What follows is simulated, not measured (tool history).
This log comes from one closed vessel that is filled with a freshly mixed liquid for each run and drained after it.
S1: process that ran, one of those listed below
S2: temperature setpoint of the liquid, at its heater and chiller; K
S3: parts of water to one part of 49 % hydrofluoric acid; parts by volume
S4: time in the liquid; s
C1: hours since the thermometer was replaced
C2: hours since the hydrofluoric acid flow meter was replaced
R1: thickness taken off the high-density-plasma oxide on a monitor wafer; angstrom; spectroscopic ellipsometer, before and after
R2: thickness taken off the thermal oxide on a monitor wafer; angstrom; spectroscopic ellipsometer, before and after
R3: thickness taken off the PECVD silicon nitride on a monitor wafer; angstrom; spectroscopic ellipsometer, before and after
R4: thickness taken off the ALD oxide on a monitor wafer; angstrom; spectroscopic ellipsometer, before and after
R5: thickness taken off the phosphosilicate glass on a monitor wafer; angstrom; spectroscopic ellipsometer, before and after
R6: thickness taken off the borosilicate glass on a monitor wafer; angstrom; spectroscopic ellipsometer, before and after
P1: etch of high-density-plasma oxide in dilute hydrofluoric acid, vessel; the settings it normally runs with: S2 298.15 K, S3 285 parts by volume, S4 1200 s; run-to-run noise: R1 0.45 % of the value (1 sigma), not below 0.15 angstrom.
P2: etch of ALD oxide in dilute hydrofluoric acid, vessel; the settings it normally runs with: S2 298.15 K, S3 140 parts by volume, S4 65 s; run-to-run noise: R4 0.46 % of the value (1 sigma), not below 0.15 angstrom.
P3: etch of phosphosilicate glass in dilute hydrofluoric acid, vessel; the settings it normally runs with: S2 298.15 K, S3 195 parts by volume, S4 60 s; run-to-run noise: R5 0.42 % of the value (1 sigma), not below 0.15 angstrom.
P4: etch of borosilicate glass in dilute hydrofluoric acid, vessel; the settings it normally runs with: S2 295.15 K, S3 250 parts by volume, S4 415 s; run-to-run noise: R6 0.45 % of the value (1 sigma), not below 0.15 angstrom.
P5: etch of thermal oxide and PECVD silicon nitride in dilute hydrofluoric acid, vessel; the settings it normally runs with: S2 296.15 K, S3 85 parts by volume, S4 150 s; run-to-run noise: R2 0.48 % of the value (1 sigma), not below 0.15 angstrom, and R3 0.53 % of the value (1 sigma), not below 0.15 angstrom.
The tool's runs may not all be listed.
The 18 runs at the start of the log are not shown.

{"run": 19, "hour": 186.9, "S1": "P2", "S2": 298.15, "S3": 140, "S4": 65, "C1": 93.2, "C2": 493.7, "R4": 45.524}
{"run": 20, "hour": 200.7, "S1": "P1", "S2": 298.15, "S3": 285, "S4": 1200, "C1": 107.0, "C2": 507.5, "R1": 244.19}
{"run": 21, "hour": 212.6, "S1": "P3", "S2": 298.15, "S3": 195, "S4": 30, "C1": 118.9, "C2": 519.4, "R5": 123.28}
{"run": 22, "hour": 221.4, "S1": "P4", "S2": 301.65, "S3": 250, "S4": 415, "C1": 127.7, "C2": 528.2, "R6": 527.94}
{"run": 23, "hour": 235.5, "S1": "P5", "S2": 302.65, "S3": 85, "S4": 150, "C1": 141.8, "C2": 542.3, "R2": 105.65, "R3": 66.586}
{"run": 24, "hour": 243.0, "S1": "P4", "S2": 295.15, "S3": 250, "S4": 415, "C1": 149.3, "C2": 549.8, "R6": 423.23}
{"run": 25, "hour": 256.7, "S1": "P2", "S2": 298.15, "S3": 140, "S4": 65, "C1": 163.0, "C2": 563.5, "R4": 45.484}
{"run": 26, "hour": 270.3, "S1": "P3", "S2": 298.15, "S3": 195, "S4": 60, "C1": 176.6, "C2": 577.1, "R5": 248.0}
{"run": 27, "hour": 281.1, "S1": "P3", "S2": 298.15, "S3": 195, "S4": 60, "C1": 187.4, "C2": 587.9, "R5": 246.89}
{"run": 28, "hour": 288.7, "S1": "P4", "S2": 295.15, "S3": 150, "S4": 415, "C1": 195.0, "C2": 595.5, "R6": 772.47}

Run 29, settings as shown, results not yet in. Your forecast:
{"run": 29, "hour": 300.8, "S1": "P1", "S2": 298.15, "S3": 415, "S4": 1660, "C1": 207.1, "C2": 607.6, "R1": "?"}

R1: 206.090 angstrom
